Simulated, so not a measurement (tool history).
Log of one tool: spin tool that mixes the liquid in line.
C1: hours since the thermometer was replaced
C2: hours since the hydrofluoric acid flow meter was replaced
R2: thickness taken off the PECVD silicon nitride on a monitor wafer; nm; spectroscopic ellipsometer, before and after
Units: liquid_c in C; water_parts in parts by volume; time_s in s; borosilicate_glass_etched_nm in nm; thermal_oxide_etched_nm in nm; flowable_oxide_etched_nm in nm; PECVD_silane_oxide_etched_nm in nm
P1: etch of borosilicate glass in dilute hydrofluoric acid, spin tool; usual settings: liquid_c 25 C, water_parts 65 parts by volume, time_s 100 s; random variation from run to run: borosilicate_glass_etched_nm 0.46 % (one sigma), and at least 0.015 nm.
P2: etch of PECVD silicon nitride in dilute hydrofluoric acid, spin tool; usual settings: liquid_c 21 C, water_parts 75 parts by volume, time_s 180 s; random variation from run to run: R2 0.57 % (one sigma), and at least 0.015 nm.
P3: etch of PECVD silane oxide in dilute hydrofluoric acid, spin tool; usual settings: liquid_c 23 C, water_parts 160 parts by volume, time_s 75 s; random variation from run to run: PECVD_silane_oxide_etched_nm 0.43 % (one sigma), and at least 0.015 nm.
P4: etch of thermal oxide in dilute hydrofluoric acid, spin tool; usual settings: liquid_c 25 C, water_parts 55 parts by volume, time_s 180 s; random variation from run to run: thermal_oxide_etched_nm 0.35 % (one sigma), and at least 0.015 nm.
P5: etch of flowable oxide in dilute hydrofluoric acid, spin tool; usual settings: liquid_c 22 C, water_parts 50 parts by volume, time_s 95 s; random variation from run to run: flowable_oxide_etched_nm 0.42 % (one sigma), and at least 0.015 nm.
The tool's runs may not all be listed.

{"run": 1, "hour": 3.5, "process": "P1", "liquid_c": 25, "water_parts": 65, "time_s": 100, "C1": 1191.9, "C2": 404.5, "borosilicate_glass_etched_nm": 38.995}
{"run": 2, "hour": 7.1, "process": "P1", "liquid_c": 25, "water_parts": 65, "time_s": 100, "C1": 1195.5, "C2": 408.1, "borosilicate_glass_etched_nm": 38.855}
{"run": 3, "hour": 9.3, "process": "P1", "liquid_c": 25, "water_parts": 65, "time_s": 100, "C1": 1197.7, "C2": 410.3, "borosilicate_glass_etched_nm": 39.096}
{"run": 4, "hour": 11.8, "process": "P2", "liquid_c": 21, "water_parts": 75, "time_s": 15, "C1": 1200.2, "C2": 412.8, "R2": 0.89684}
{"run": 5, "hour": 15.4, "process": "P4", "liquid_c": 25, "water_parts": 55, "time_s": 275, "C1": 1203.8, "C2": 416.4, "thermal_oxide_etched_nm": 24.908}
{"run": 6, "hour": 18.3, "process": "P1", "liquid_c": 25, "water_parts": 95, "time_s": 100, "C1": 1206.7, "C2": 419.3, "borosilicate_glass_etched_nm": 25.767}
{"run": 7, "hour": 22.2, "process": "P4", "liquid_c": 25, "water_parts": 55, "time_s": 180, "C1": 1210.6, "C2": 423.2, "thermal_oxide_etched_nm": 16.411}
{"run": 8, "hour": 24.5, "process": "P5", "liquid_c": 18, "water_parts": 50, "time_s": 95, "C1": 1212.9, "C2": 425.5, "flowable_oxide_etched_nm": 40.347}
{"run": 9, "hour": 26.6, "process": "P1", "liquid_c": 25, "water_parts": 35, "time_s": 100, "C1": 1215, "C2": 427.6, "borosilicate_glass_etched_nm": 75.896}
{"run": 10, "hour": 30.7, "process": "P3", "liquid_c": 23, "water_parts": 35, "time_s": 75, "C1": 1219.1, "C2": 431.7, "PECVD_silane_oxide_etched_nm": 40.535}
{"run": 11, "hour": 34.2, "process": "P2", "liquid_c": 21, "water_parts": 25, "time_s": 180, "C1": 1222.6, "C2": 435.2, "R2": 31.521}
{"run": 12, "hour": 37.2, "process": "P3", "liquid_c": 17, "water_parts": 160, "time_s": 75, "C1": 1225.6, "C2": 438.2, "PECVD_silane_oxide_etched_nm": 5.9601}
{"run": 13, "hour": 41.3, "process": "P5", "liquid_c": 22, "water_parts": 50, "time_s": 15, "C1": 1229.7, "C2": 442.3, "flowable_oxide_etched_nm": 7.5489}
{"run": 14, "hour": 43.6, "process": "P4", "liquid_c": 25, "water_parts": 95, "time_s": 180, "C1": 1232, "C2": 444.6, "thermal_oxide_etched_nm": 9.0244}
{"run": 15, "hour": 46.1, "process": "P1", "liquid_c": 25, "water_parts": 65, "time_s": 185, "C1": 1234.5, "C2": 447.1, "borosilicate_glass_etched_nm": 71.682}
{"run": 16, "hour": 50.4, "process": "P4", "liquid_c": 20.5, "water_parts": 55, "time_s": 180, "C1": 1238.8, "C2": 451.4, "thermal_oxide_etched_nm": 13.542}
{"run": 17, "hour": 54.6, "process": "P2", "liquid_c": 21, "water_parts": 75, "time_s": 180, "C1": 1243, "C2": 455.6, "R2": 10.879}
{"run": 18, "hour": 57.1, "process": "P1", "liquid_c": 25, "water_parts": 65, "time_s": 15, "C1": 1245.5, "C2": 458.1, "borosilicate_glass_etched_nm": 5.8422}
{"run": 19, "hour": 60.9, "process": "P1", "liquid_c": 25, "water_parts": 65, "time_s": 100, "C1": 1249.3, "C2": 461.9, "borosilicate_glass_etched_nm": 39.165}
{"run": 20, "hour": 63.8, "process": "P3", "liquid_c": 23, "water_parts": 160, "time_s": 20, "C1": 1252.2, "C2": 464.8, "PECVD_silane_oxide_etched_nm": 2.0355}
{"run": 21, "hour": 67.4, "process": "P5", "liquid_c": 22, "water_parts": 85, "time_s": 95, "C1": 1255.8, "C2": 468.4, "flowable_oxide_etched_nm": 26.91}
{"run": 22, "hour": 70.2, "process": "P5", "liquid_c": 22, "water_parts": 50, "time_s": 95, "C1": 1258.6, "C2": 471.2, "flowable_oxide_etched_nm": 47.85}
{"run": 23, "hour": 73.0, "process": "P1", "liquid_c": 25, "water_parts": 110, "time_s": 185, "C1": 1261.4, "C2": 474, "borosilicate_glass_etched_nm": 40.299}
{"run": 24, "hour": 76.6, "process": "P1", "liquid_c": 25, "water_parts": 65, "time_s": 100, "C1": 1265, "C2": 477.6, "borosilicate_glass_etched_nm": 39.304}
{"run": 25, "hour": 80.9, "process": "P1", "liquid_c": 33, "water_parts": 65, "time_s": 100, "C1": 1269.3, "C2": 481.9, "borosilicate_glass_etched_nm": 53.366}
{"run": 26, "hour": 83.1, "process": "P1", "liquid_c": 25, "water_parts": 30, "time_s": 185, "C1": 1271.5, "C2": 484.1, "borosilicate_glass_etched_nm": 162.58}
{"hour": 83.6, "done": "thermometer replaced"}
{"run": 27, "hour": 87.2, "process": "P1", "liquid_c": 25, "water_parts": 65, "time_s": 100, "C1": 3.6, "C2": 488.2, "borosilicate_glass_etched_nm": 39.576}
{"run": 28, "hour": 91.8, "process": "P2", "liquid_c": 17, "water_parts": 75, "time_s": 180, "C1": 8.2, "C2": 492.8, "R2": 8.2686}
{"run": 29, "hour": 94.4, "process": "P1", "liquid_c": 17.5, "water_parts": 65, "time_s": 100, "C1": 10.8, "C2": 495.4, "borosilicate_glass_etched_nm": 28.64}
{"run": 30, "hour": 96.8, "process": "P3", "liquid_c": 23, "water_parts": 160, "time_s": 75, "C1": 13.2, "C2": 497.8, "PECVD_silane_oxide_etched_nm": 7.6397}
{"run": 31, "hour": 101.0, "process": "P1", "liquid_c": 25, "water_parts": 110, "time_s": 190, "C1": 17.4, "C2": 502, "borosilicate_glass_etched_nm": 41.618}
{"run": 32, "hour": 104.8, "process": "P1", "liquid_c": 25, "water_parts": 65, "time_s": 100, "C1": 21.2, "C2": 505.8, "borosilicate_glass_etched_nm": 39.263}
{"run": 33, "hour": 107.0, "process": "P1", "liquid_c": 25, "water_parts": 65, "time_s": 100, "C1": 23.4, "C2": 508, "borosilicate_glass_etched_nm": 40.017}
{"run": 34, "hour": 110.4, "process": "P1", "liquid_c": 25, "water_parts": 65, "time_s": 100, "C1": 26.8, "C2": 511.4, "borosilicate_glass_etched_nm": 41.07}
{"run": 35, "hour": 114.7, "process": "P1", "liquid_c": 25, "water_parts": 65, "time_s": 100, "C1": 31.1, "C2": 515.7, "borosilicate_glass_etched_nm": 42.05}
{"run": 36, "hour": 117.5, "process": "P1", "liquid_c": 25, "water_parts": 65, "time_s": 100, "C1": 33.9, "C2": 518.5, "borosilicate_glass_etched_nm": 42.521}
{"run": 37, "hour": 121.7, "process": "P1", "liquid_c": 25, "water_parts": 65, "time_s": 100, "C1": 38.1, "C2": 522.7, "borosilicate_glass_etched_nm": 42.831}
{"run": 38, "hour": 124.9, "process": "P1", "liquid_c": 25, "water_parts": 65, "time_s": 100, "C1": 41.3, "C2": 525.9, "borosilicate_glass_etched_nm": 42.615}
{"run": 39, "hour": 128.6, "process": "P1", "liquid_c": 25, "water_parts": 65, "time_s": 100, "C1": 45, "C2": 529.6, "borosilicate_glass_etched_nm": 42.732}

What P1 gives has crept away from where it was. These 2 causes fit the log equally well, each at the size given:
A: hydrofluoric acid flow above the setpoint (%) = 8.78
B: liquid hotter than its thermometer reads (K) = 2.28
The creep began at about hour 104.8.

4 check runs are offered, one wafer each, their results left as question marks. Which one tells the causes apart?
{"run": "check 1", "hour": 132.3, "process": "P3", "liquid_c": 17, "water_parts": 160, "time_s": 75, "PECVD_silane_oxide_etched_nm": "?"}
{"run": "check 2", "hour": 132.3, "process": "P2", "liquid_c": 21, "water_parts": 35, "time_s": 75, "R2": "?"}
{"run": "check 3", "hour": 132.3, "process": "P4", "liquid_c": 25, "water_parts": 80, "time_s": 245, "thermal_oxide_etched_nm": "?"}
{"run": "check 4", "hour": 132.3, "process": "P5", "liquid_c": 22, "water_parts": 85, "time_s": 95, "flowable_oxide_etched_nm": "?"}

What each check would give under each cause:
check=check_1 result=PECVD_silane_oxide_etched_nm if_A=6.604 if_B=6.573
check=check_2 result=R2 if_A=10.369 if_B=11.186
check=check_3 result=thermal_oxide_etched_nm if_A=16.216 if_B=16.173
check=check_4 result=flowable_oxide_etched_nm if_A=29.485 if_B=29.473
How far apart the two closest causes lie, in the result that separates them most: check 1 0.47 %; check 2 7.58 %; check 3 0.26 %; check 4 0.04 %
Only check 2 tells the causes apart: in the others they would give nearly the same result.

Then check 2 was run and gave: R2 11.149 nm. Which cause is it?

It is B: liquid hotter than its thermometer reads (K).

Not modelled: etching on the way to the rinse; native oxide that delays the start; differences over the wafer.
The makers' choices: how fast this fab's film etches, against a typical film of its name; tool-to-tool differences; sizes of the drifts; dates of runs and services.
